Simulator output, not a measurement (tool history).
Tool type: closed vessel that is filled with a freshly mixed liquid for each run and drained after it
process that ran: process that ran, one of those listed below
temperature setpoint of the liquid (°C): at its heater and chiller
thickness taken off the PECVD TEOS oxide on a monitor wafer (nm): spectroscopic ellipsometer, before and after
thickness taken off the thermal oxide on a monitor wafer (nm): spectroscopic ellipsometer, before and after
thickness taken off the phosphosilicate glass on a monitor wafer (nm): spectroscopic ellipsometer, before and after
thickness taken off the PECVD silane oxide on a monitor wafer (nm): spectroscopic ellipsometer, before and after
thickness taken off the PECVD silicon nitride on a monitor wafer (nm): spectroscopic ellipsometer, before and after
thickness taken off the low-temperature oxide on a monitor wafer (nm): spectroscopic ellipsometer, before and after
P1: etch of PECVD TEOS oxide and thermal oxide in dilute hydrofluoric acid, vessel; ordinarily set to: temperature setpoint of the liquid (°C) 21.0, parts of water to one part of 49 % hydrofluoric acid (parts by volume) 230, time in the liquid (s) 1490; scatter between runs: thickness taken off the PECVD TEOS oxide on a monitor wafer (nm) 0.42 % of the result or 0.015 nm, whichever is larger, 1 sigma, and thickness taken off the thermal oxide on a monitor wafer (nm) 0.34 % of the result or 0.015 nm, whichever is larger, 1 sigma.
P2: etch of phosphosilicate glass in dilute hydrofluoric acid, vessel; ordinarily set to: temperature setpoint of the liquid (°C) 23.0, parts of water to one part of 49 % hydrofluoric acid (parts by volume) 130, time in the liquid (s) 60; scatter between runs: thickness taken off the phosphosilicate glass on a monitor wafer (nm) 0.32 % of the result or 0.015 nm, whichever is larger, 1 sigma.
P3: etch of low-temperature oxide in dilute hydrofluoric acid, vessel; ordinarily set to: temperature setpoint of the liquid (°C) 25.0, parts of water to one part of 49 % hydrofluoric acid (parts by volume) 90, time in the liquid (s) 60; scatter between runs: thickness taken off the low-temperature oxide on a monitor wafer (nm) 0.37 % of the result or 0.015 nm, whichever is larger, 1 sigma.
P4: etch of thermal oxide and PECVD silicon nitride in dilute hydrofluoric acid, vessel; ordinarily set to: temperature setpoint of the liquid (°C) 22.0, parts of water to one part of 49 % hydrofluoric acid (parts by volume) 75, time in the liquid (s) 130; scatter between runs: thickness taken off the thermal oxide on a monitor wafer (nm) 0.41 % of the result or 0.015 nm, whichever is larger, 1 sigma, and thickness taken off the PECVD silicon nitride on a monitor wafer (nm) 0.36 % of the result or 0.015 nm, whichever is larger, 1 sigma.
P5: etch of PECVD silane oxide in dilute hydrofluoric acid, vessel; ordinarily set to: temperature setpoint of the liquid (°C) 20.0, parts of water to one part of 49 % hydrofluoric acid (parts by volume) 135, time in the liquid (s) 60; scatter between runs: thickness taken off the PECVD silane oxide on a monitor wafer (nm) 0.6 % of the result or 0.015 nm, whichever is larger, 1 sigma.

run   hour  process that ran  temperature setpoint of the liquid (°C)  parts of water to one part of 49 % hydrofluoric acid (parts by volume)  time in the liquid (s)  hours since the thermometer was replaced  hours since the hydrofluoric acid flow meter was replaced  thickness taken off the PECVD TEOS oxide on a monitor wafer (nm)  thickness taken off the thermal oxide on a monitor wafer (nm)  thickness taken off the phosphosilicate glass on a monitor wafer (nm)  thickness taken off the PECVD silane oxide on a monitor wafer (nm)  thickness taken off the PECVD silicon nitride on a monitor wafer (nm)  thickness taken off the low-temperature oxide on a monitor wafer (nm)
  1    6.3                P1                                     21.0                                                                     230                    1490                                      70.9                                                      388.8                                                           50.4440                                                        23.4500
  2   14.5                P1                                     21.0                                                                     230                    2330                                      79.1                                                      397.0                                                           79.4920                                                        36.8510
  3   23.1                P2                                     30.0                                                                     130                      60                                      87.7                                                      405.6                                                                                                                                                                                                  77.330
  4   30.3                P5                                     20.0                                                                     135                      60                                      94.9                                                      412.8                                                                                                                                                                                                                                                                      5.5404
  5   36.1                P1                                     17.0                                                                     230                     185                                     100.7                                                      418.6                                                            5.3786                                                         2.4910
  6   41.2                P4                                     22.0                                                                      75                     130                                     105.8                                                      423.7                                                                                                                           7.8844                                                                                                                                                                                                            6.9069
  7   47.9                P4                                     22.0                                                                      75                     195                                     112.5                                                      430.4                                                                                                                          11.7730                                                                                                                                                                                                           10.4460
  8   54.2                P3                                     25.0                                                                      90                      60                                     118.8                                                      436.7                                                                                                                                                                                                                                                                                                                                                                                                                   15.0630
  9   58.9                P2                                     23.0                                                                     130                      60                                     123.5                                                      441.4                                                                                                                                                                                                  59.694
 10   66.1                P4                                     22.0                                                                      45                     130                                     130.7                                                      448.6                                                                                                                          13.6660                                                                                                                                                                                                           11.3660
 11   70.4                P1                                     21.0                                                                     360                    1490                                     135.0                                                      452.9                                                           28.5320                                                        13.3430
 12   78.6                P1                                     21.0                                                                     230                    1490                                     143.2                                                      461.1                                                           50.5280                                                        23.5700
 13   86.3                P1                                     21.0                                                                     410                     505                                     150.9                                                      468.8                                                            8.1973                                                         3.8271
 14   94.4                P1                                     21.0                                                                     230                    1490                                     159.0                                                      476.9                                                           50.5040                                                        23.6010
 15  100.0                P1                                     17.0                                                                     230                    1490                                     164.6                                                      482.5                                                           43.4650                                                        20.1480
 16  108.3                P3                                     25.0                                                                      90                      60                                     172.9                                                      490.8                                                                                                                                                                                                                                                                                                                                                                                                                   14.9770
 17  114.0                P3                                     18.0                                                                      90                      60                                     178.6                                                      496.5                                                                                                                                                                                                                                                                                                                                                                                                                   11.2960
 18  121.2                P5                                     20.0                                                                      55                      60                                     185.8                                                      503.7                                                                                                                                                                                                                                                                     14.9230
 19  128.4                P5                                     20.0                                                                     135                     110                                     193.0                                                      510.9                                                                                                                                                                                                                                                                     10.3760
     132.1  -- thermometer replaced
 20  135.3                P2                                     23.0                                                                     130                     100                                       3.2                                                      517.8                                                                                                                                                                                                  99.307
 21  143.7                P2                                     23.0                                                                     130                      60                                      11.6                                                      526.2                                                                                                                                                                                                  59.747
 22  147.8                P1                                     21.0                                                                     230                    1490                                      15.7                                                      530.3                                                           50.5290                                                        23.3410
 23  153.7                P1                                     21.0                                                                     230                    1490                                      21.6                                                      536.2                                                           50.0940                                                        23.3440
 24  160.3                P1                                     21.0                                                                     230                     490                                      28.2                                                      542.8                                                           16.6220                                                         7.7184
 25  164.3                P2                                     23.0                                                                     190                      60                                      32.2                                                      546.8                                                                                                                                                                                                  38.355
 26  171.8                P3                                     25.0                                                                      55                      60                                      39.7                                                      554.3                                                                                                                                                                                                                                                                                                                                                                                                                   25.6860
 27  179.4                P1                                     29.0                                                                     230                    1490                                      47.3                                                      561.9                                                           67.2100                                                        31.2860
 28  183.2                P3                                     25.0                                                                      90                      30                                      51.1                                                      565.7                                                                                                                                                                                                                                                                                                                                                                                                                    7.4483
 29  190.3                P5                                     24.5                                                                     135                      60                                      58.2                                                      572.8                                                                                                                                                                                                                                                                      6.6480
 30  198.2                P1                                     21.0                                                                     120                    1490                                      66.1                                                      580.7                                                          108.2300                                                        50.1840
 31  203.2                P4                                     22.0                                                                      75                     130                                      71.1                                                      585.7                                                                                                                           7.8074                                                                                                                                                                                                            6.9101
 32  210.0                P4                                     18.0                                                                      75                     130                                      77.9                                                      592.5                                                                                                                           6.6234                                                                                                                                                                                                            5.2432
 33  215.6                P1                                     21.0                                                                     230                    1490                                      83.5                                                      598.1                                                           50.2050                                                        23.2680
 34  223.5                P5                                     20.0                                                                     135                      60                                      91.4                                                      606.0                                                                                                                                                                                                                                                                      5.6017
 35  227.6                P1                                     21.0                                                                     230                    1490                                      95.5                                                      610.1                                                           50.1620                                                        23.5360
 36  232.2                P1                                     21.0                                                                     230                    1490                                     100.1                                                      614.7                                                           51.6480                                                        24.0560
 37  236.8                P1                                     21.0                                                                     230                    1490                                     104.7                                                      619.3                                                           52.3760                                                        24.3730
 38  245.1                P1                                     21.0                                                                     230                    1490                                     113.0                                                      627.6                                                           53.1050                                                        24.7430
 39  253.5                P1                                     21.0                                                                     230                    1490                                     121.4                                                      636.0                                                           53.3160                                                        24.8470
 40  258.4                P1                                     21.0                                                                     230                    1490                                     126.3                                                      640.9                                                           53.9680                                                        24.9330
 41  262.1                P1                                     21.0                                                                     230                    1490                                     130.0                                                      644.6                                                           53.5320                                                        24.9770

What will run 42 give?
 42  266.2                P1                                     21.0                                                                     230                    1490                                     134.1                                                      648.7                                                                 ?                                                              ?

Run 42 came out at thickness taken off the PECVD TEOS oxide on a monitor wafer (nm) 53.9080, thickness taken off the thermal oxide on a monitor wafer (nm) 25.1150.
